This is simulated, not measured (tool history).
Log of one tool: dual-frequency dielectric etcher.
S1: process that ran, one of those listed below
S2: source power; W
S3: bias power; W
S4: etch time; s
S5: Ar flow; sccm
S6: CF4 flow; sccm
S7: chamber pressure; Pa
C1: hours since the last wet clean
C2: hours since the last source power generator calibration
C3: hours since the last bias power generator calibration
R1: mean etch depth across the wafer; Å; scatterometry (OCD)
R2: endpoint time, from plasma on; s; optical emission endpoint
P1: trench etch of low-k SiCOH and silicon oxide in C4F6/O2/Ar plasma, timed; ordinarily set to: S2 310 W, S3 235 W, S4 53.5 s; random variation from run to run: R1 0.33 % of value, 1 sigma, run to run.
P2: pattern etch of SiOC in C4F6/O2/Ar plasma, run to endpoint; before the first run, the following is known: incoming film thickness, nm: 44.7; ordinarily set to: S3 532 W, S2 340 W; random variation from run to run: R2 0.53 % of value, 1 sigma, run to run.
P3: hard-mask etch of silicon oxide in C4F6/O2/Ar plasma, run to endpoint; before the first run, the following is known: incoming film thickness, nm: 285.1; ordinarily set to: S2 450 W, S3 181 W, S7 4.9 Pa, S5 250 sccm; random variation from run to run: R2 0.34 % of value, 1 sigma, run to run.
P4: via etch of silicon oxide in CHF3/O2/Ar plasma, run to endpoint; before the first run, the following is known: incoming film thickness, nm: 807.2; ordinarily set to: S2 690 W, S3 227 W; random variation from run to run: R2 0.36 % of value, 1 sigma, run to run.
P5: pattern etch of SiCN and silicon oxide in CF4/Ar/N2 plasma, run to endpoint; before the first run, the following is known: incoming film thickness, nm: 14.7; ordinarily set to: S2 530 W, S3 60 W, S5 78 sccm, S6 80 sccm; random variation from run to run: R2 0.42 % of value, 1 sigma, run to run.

run 1 hour=13.5 | S1=P1 S2=310 S3=235 S4=53.5 | C1=149.6 C2=1713.4 C3=1567.1 | R1=1770.3
run 2 hour=26.2 | S1=P5 S2=530 S3=42 S5=78 S6=80 | C1=162.3 C2=1726.1 C3=1579.8 | R2=16.006
run 3 hour=33.2 | S1=P1 S2=310 S3=235 S4=53.5 | C1=169.3 C2=1733.1 C3=1586.8 | R1=1761.1
run 4 hour=46.5 | S1=P1 S2=310 S3=235 S4=38.0 | C1=182.6 C2=1746.4 C3=1600.1 | R1=1258.0
run 5 hour=52.9 | S1=P5 S2=630 S3=60 S5=78 S6=80 | C1=189.0 C2=1752.8 C3=1606.5 | R2=12.415
run 6 hour=65.5 | S1=P3 S2=450 S3=181 S5=250 S7=6.5 | C1=201.6 C2=1765.4 C3=1619.1 | R2=91.632
run 7 hour=75.0 | S1=P3 S2=590 S3=181 S5=250 S7=4.9 | C1=211.1 C2=1774.9 C3=1628.6 | R2=79.407
run 8 hour=84.6 | S1=P3 S2=450 S3=181 S5=154 S7=4.9 | C1=220.7 C2=1784.5 C3=1638.2 | R2=84.081
run 9 hour=91.0 | S1=P3 S2=450 S3=249 S5=250 S7=4.9 | C1=227.1 C2=1790.9 C3=1644.6 | R2=79.782
run 10 hour=99.3 | S1=P4 S2=690 S3=227 | C1=235.4 C2=1799.2 C3=1652.9 | R2=360.230
run 11 hour=112.5 | S1=P1 S2=310 S3=235 S4=53.5 | C1=248.6 C2=1812.4 C3=1666.1 | R1=1764.4
run 12 hour=119.3 | S1=P4 S2=540 S3=227 | C1=255.4 C2=1819.2 C3=1672.9 | R2=398.710
run 13 hour=132.7 | S1=P2 S2=470 S3=532 | C1=268.8 C2=1832.6 C3=1686.3 | R2=13.536
run 14 hour=139.4 | S1=P4 S2=690 S3=227 | C1=275.5 C2=1839.3 C3=1693.0 | R2=361.080
run 15 hour=148.4 | S1=P1 S2=310 S3=171 S4=53.5 | C1=284.5 C2=1848.3 C3=1702.0 | R1=1596.8
run 16 hour=156.3 | S1=P2 S2=340 S3=325 | C1=292.4 C2=1856.2 C3=1709.9 | R2=18.346
run 17 hour=168.0 | S1=P1 S2=310 S3=306 S4=29.5 | C1=304.1 C2=1867.9 C3=1721.6 | R1=1066.1
run 18 hour=177.0 | S1=P1 S2=430 S3=235 S4=53.5 | C1=313.1 C2=1876.9 C3=1730.6 | R1=1996.1
run 19 hour=183.1 | S1=P1 S2=180 S3=235 S4=53.5 | C1=319.2 C2=1883.0 C3=1736.7 | R1=1443.0
run 20 hour=190.7 | S1=P3 S2=450 S3=181 S5=250 S7=4.9 | C1=326.8 C2=1890.6 C3=1744.3 | R2=88.550
run 21 hour=202.1 | S1=P5 S2=530 S3=60 S5=78 S6=80 | C1=338.2 C2=1902.0 C3=1755.7 | R2=14.473
run 22 hour=214.4 | S1=P1 S2=310 S3=320 S4=53.5 | C1=350.5 C2=1914.3 C3=1768.0 | R1=1963.7
run 23 hour=221.9 | S1=P1 S2=310 S3=235 S4=53.5 | C1=358.0 C2=1921.8 C3=1775.5 | R1=1766.3
run 24 hour=232.9 | S1=P1 S2=370 S3=235 S4=65.0 | C1=369.0 C2=1932.8 C3=1786.5 | R1=2290.9
run 25 hour=245.7 | S1=P1 S2=310 S3=235 S4=53.5 | C1=381.8 C2=1945.6 C3=1799.3 | R1=1756.1
run 26 hour=256.2 | S1=P5 S2=530 S3=60 S5=108 S6=80 | C1=392.3 C2=1956.1 C3=1809.8 | R2=15.317
run 27 hour=263.6 | S1=P1 S2=310 S3=235 S4=53.5 | C1=399.7 C2=1963.5 C3=1817.2 | R1=1775.8
run 28 hour=269.6 | S1=P2 S2=340 S3=532 | C1=405.7 C2=1969.5 C3=1823.2 | R2=15.249
run 29 hour=278.9 | S1=P2 S2=340 S3=532 | C1=415.0 C2=1978.8 C3=1832.5 | R2=15.251
run 30 hour=287.6 | S1=P5 S2=530 S3=60 S5=78 S6=103 | C1=423.7 C2=1987.5 C3=1841.2 | R2=14.019
run 31 hour=300.3 | S1=P5 S2=530 S3=60 S5=78 S6=80 | C1=436.4 C2=2000.2 C3=1853.9 | R2=14.552
run 32 hour=309.8 | S1=P1 S2=310 S3=282 S4=35.5 | C1=445.9 C2=2009.7 C3=1863.4 | R1=1243.3
run 33 hour=315.8 | S1=P1 S2=310 S3=235 S4=77.5 | C1=451.9 C2=2015.7 C3=1869.4 | R1=2564.8
run 34 hour=327.6 | S1=P4 S2=690 S3=150 | C1=463.7 C2=2027.5 C3=1881.2 | R2=416.110
run 35 hour=339.2 | S1=P1 S2=310 S3=235 S4=53.5 | C1=475.3 C2=2039.1 C3=1892.8 | R1=1765.3
run 36 hour=350.5 | S1=P1 S2=310 S3=235 S4=53.5 | C1=486.6 C2=2050.4 C3=1904.1 | R1=1744.7
run 37 hour=358.7 | S1=P1 S2=310 S3=235 S4=53.5 | C1=494.8 C2=2058.6 C3=1912.3 | R1=1742.5
run 38 hour=370.1 | S1=P1 S2=310 S3=235 S4=53.5 | C1=506.2 C2=2070.0 C3=1923.7 | R1=1748.8

Run 39, settings as shown, results not yet in. Your forecast:
-- hour=379.7 wet clean of the chamber
run 39 hour=383.8 | S1=P1 S2=310 S3=235 S4=53.5 | C1=4.1 C2=2083.7 C3=1937.4 | R1=?

Run 39 yielded R1 1741.7 Å.
